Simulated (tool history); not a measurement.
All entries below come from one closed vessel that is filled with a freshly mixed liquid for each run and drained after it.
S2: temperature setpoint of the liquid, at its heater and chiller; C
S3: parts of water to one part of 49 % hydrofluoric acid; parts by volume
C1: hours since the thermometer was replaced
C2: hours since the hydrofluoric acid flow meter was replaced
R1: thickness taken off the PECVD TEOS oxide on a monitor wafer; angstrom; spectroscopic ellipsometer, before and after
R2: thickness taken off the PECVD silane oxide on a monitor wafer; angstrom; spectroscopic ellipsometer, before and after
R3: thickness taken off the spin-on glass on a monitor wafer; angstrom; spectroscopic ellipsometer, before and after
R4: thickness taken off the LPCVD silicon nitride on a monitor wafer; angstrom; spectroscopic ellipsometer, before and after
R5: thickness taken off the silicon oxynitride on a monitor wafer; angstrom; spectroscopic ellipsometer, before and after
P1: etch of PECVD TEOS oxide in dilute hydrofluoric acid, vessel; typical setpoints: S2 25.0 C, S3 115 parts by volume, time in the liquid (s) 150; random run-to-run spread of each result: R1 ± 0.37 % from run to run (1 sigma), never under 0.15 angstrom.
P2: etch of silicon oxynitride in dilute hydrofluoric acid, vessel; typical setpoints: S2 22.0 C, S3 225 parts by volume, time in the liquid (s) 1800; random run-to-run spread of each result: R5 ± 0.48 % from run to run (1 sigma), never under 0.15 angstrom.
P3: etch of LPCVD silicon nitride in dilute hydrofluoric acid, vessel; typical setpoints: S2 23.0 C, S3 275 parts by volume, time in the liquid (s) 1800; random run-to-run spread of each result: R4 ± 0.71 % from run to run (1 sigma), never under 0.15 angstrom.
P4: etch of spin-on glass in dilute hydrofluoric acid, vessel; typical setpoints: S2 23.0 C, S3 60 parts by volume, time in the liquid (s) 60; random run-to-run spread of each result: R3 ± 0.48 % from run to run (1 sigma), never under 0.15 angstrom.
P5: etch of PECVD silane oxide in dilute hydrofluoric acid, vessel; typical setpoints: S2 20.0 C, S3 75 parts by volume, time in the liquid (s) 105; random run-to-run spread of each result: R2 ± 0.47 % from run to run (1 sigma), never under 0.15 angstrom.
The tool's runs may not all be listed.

run 1 hour=13.1 | process_that_ran=P1 S2=25.0 S3=115 time_in_the_liquid_(s)=150 | C1=438.5 C2=1057.6 | R1=238.58
run 2 hour=25.6 | process_that_ran=P1 S2=25.0 S3=115 time_in_the_liquid_(s)=150 | C1=451.0 C2=1070.1 | R1=238.14
run 3 hour=34.6 | process_that_ran=P1 S2=17.0 S3=115 time_in_the_liquid_(s)=150 | C1=460.0 C2=1079.1 | R1=172.67
run 4 hour=50.3 | process_that_ran=P1 S2=32.5 S3=115 time_in_the_liquid_(s)=85 | C1=475.7 C2=1094.8 | R1=179.71
run 5 hour=59.4 | process_that_ran=P1 S2=25.0 S3=115 time_in_the_liquid_(s)=30 | C1=484.8 C2=1103.9 | R1=47.54
run 6 hour=66.6 | process_that_ran=P1 S2=25.0 S3=165 time_in_the_liquid_(s)=150 | C1=492.0 C2=1111.1 | R1=156.23
run 7 hour=78.4 | process_that_ran=P5 S2=20.0 S3=75 time_in_the_liquid_(s)=30 | C1=503.8 C2=1122.9 | R2=89.847
run 8 hour=87.4 | process_that_ran=P4 S2=23.0 S3=60 time_in_the_liquid_(s)=60 | C1=512.8 C2=1131.9 | R3=259.22
run 9 hour=102.1 | process_that_ran=P3 S2=23.0 S3=275 time_in_the_liquid_(s)=2985 | C1=527.5 C2=1146.6 | R4=52.175
run 10 hour=108.9 | process_that_ran=P1 S2=25.0 S3=115 time_in_the_liquid_(s)=150 | C1=534.3 C2=1153.4 | R1=238.67
run 11 hour=121.1 | process_that_ran=P1 S2=25.0 S3=30 time_in_the_liquid_(s)=150 | C1=546.5 C2=1165.6 | R1=1014.90
-- hour=129.5 hydrofluoric acid flow meter replaced
run 12 hour=133.7 | process_that_ran=P1 S2=30.0 S3=35 time_in_the_liquid_(s)=150 | C1=559.1 C2=4.2 | R1=1069.30
run 13 hour=147.2 | process_that_ran=P2 S2=30.5 S3=225 time_in_the_liquid_(s)=1800 | C1=572.6 C2=17.7 | R5=188.200
run 14 hour=161.8 | process_that_ran=P1 S2=25.0 S3=115 time_in_the_liquid_(s)=150 | C1=587.2 C2=32.3 | R1=238.76
run 15 hour=173.7 | process_that_ran=P2 S2=22.0 S3=225 time_in_the_liquid_(s)=620 | C1=599.1 C2=44.2 | R5=44.812
run 16 hour=187.1 | process_that_ran=P2 S2=22.0 S3=95 time_in_the_liquid_(s)=1800 | C1=612.5 C2=57.6 | R5=339.600
run 17 hour=196.6 | process_that_ran=P1 S2=28.5 S3=115 time_in_the_liquid_(s)=225 | C1=622.0 C2=67.1 | R1=408.78
run 18 hour=206.1 | process_that_ran=P2 S2=22.0 S3=225 time_in_the_liquid_(s)=1800 | C1=631.5 C2=76.6 | R5=130.960
run 19 hour=221.1 | process_that_ran=P5 S2=17.0 S3=75 time_in_the_liquid_(s)=105 | C1=646.5 C2=91.6 | R2=278.750
run 20 hour=230.2 | process_that_ran=P4 S2=23.0 S3=60 time_in_the_liquid_(s)=115 | C1=655.6 C2=100.7 | R3=500.46
run 21 hour=239.3 | process_that_ran=P3 S2=23.0 S3=275 time_in_the_liquid_(s)=1800 | C1=664.7 C2=109.8 | R4=31.458
run 22 hour=250.7 | process_that_ran=P4 S2=23.0 S3=90 time_in_the_liquid_(s)=60 | C1=676.1 C2=121.2 | R3=166.54
run 23 hour=259.4 | process_that_ran=P3 S2=23.0 S3=400 time_in_the_liquid_(s)=1800 | C1=684.8 C2=129.9 | R4=21.828
run 24 hour=269.1 | process_that_ran=P4 S2=17.0 S3=60 time_in_the_liquid_(s)=60 | C1=694.5 C2=139.6 | R3=200.53
run 25 hour=277.7 | process_that_ran=P1 S2=25.0 S3=115 time_in_the_liquid_(s)=235 | C1=703.1 C2=148.2 | R1=372.95
run 26 hour=293.3 | process_that_ran=P3 S2=27.5 S3=275 time_in_the_liquid_(s)=1800 | C1=718.7 C2=163.8 | R4=40.682
run 27 hour=305.9 | process_that_ran=P1 S2=29.5 S3=115 time_in_the_liquid_(s)=150 | C1=731.3 C2=176.4 | R1=282.85
run 28 hour=320.6 | process_that_ran=P5 S2=20.0 S3=20 time_in_the_liquid_(s)=105 | C1=746.0 C2=191.1 | R2=1267.900
run 29 hour=329.1 | process_that_ran=P5 S2=20.0 S3=75 time_in_the_liquid_(s)=105 | C1=754.5 C2=199.6 | R2=320.640
run 30 hour=342.8 | process_that_ran=P1 S2=25.0 S3=115 time_in_the_liquid_(s)=150 | C1=768.2 C2=213.3 | R1=237.87
run 31 hour=351.2 | process_that_ran=P1 S2=25.0 S3=115 time_in_the_liquid_(s)=150 | C1=776.6 C2=221.7 | R1=238.25
run 32 hour=359.6 | process_that_ran=P1 S2=25.0 S3=115 time_in_the_liquid_(s)=150 | C1=785.0 C2=230.1 | R1=243.11
run 33 hour=370.1 | process_that_ran=P1 S2=25.0 S3=115 time_in_the_liquid_(s)=150 | C1=795.5 C2=240.6 | R1=248.78
run 34 hour=378.5 | process_that_ran=P1 S2=25.0 S3=115 time_in_the_liquid_(s)=150 | C1=803.9 C2=249.0 | R1=252.36
run 35 hour=389.1 | process_that_ran=P1 S2=25.0 S3=115 time_in_the_liquid_(s)=150 | C1=814.5 C2=259.6 | R1=255.46
run 36 hour=401.1 | process_that_ran=P1 S2=25.0 S3=115 time_in_the_liquid_(s)=150 | C1=826.5 C2=271.6 | R1=256.19
run 37 hour=408.3 | process_that_ran=P1 S2=25.0 S3=115 time_in_the_liquid_(s)=150 | C1=833.7 C2=278.8 | R1=256.92
run 38 hour=419.5 | process_that_ran=P1 S2=25.0 S3=115 time_in_the_liquid_(s)=150 | C1=844.9 C2=290.0 | R1=258.57
run 39 hour=427.6 | process_that_ran=P1 S2=25.0 S3=115 time_in_the_liquid_(s)=150 | C1=853.0 C2=298.1 | R1=257.34
run 40 hour=438.7 | process_that_ran=P1 S2=25.0 S3=115 time_in_the_liquid_(s)=150 | C1=864.1 C2=309.2 | R1=258.92
run 41 hour=450.1 | process_that_ran=P1 S2=25.0 S3=115 time_in_the_liquid_(s)=150 | C1=875.5 C2=320.6 | R1=258.20

What P1 gives has crept off from where it sat before. The 2 causes that follow fit the log equally well, each at the size noted:
A: hydrofluoric acid flow above the setpoint (%) = 7.35
B: liquid hotter than its thermometer reads (K) = 2.1
The drift started at roughly hour 351.2.

The check runs listed below each take one wafer, and their results are still question marks. Under which run would the listed causes lead to clearly different results?
run check 1 hour=461.5 | process_that_ran=P4 S2=23.0 S3=60 time_in_the_liquid_(s)=60 | R3=?
run check 2 hour=461.5 | process_that_ran=P3 S2=23.0 S3=275 time_in_the_liquid_(s)=1800 | R4=?
run check 3 hour=461.5 | process_that_ran=P2 S2=22.0 S3=225 time_in_the_liquid_(s)=1800 | R5=?
run check 4 hour=461.5 | process_that_ran=P5 S2=20.0 S3=75 time_in_the_liquid_(s)=105 | R2=?

Expected result of each check under each candidate cause:
check=check_1 result=R3 if_A=280.47 if_B=283.14
check=check_2 result=R4 if_A=33.725 if_B=35.786
check=check_3 result=R5 if_A=141.490 if_B=143.170
check=check_4 result=R2 if_A=341.940 if_B=345.350
Distance between the nearest two causes, measured in the result of the check that separates them most: check 1 0.95 %; check 2 5.93 %; check 3 1.18 %; check 4 0.99 %
The causes can be told apart only by check 2. The other checks would give nearly the same results under each of them.

Running check 2 produced the following: R4 35.974 angstrom. Which one of the listed causes fits?

It was cause B: liquid hotter than its thermometer reads (K).

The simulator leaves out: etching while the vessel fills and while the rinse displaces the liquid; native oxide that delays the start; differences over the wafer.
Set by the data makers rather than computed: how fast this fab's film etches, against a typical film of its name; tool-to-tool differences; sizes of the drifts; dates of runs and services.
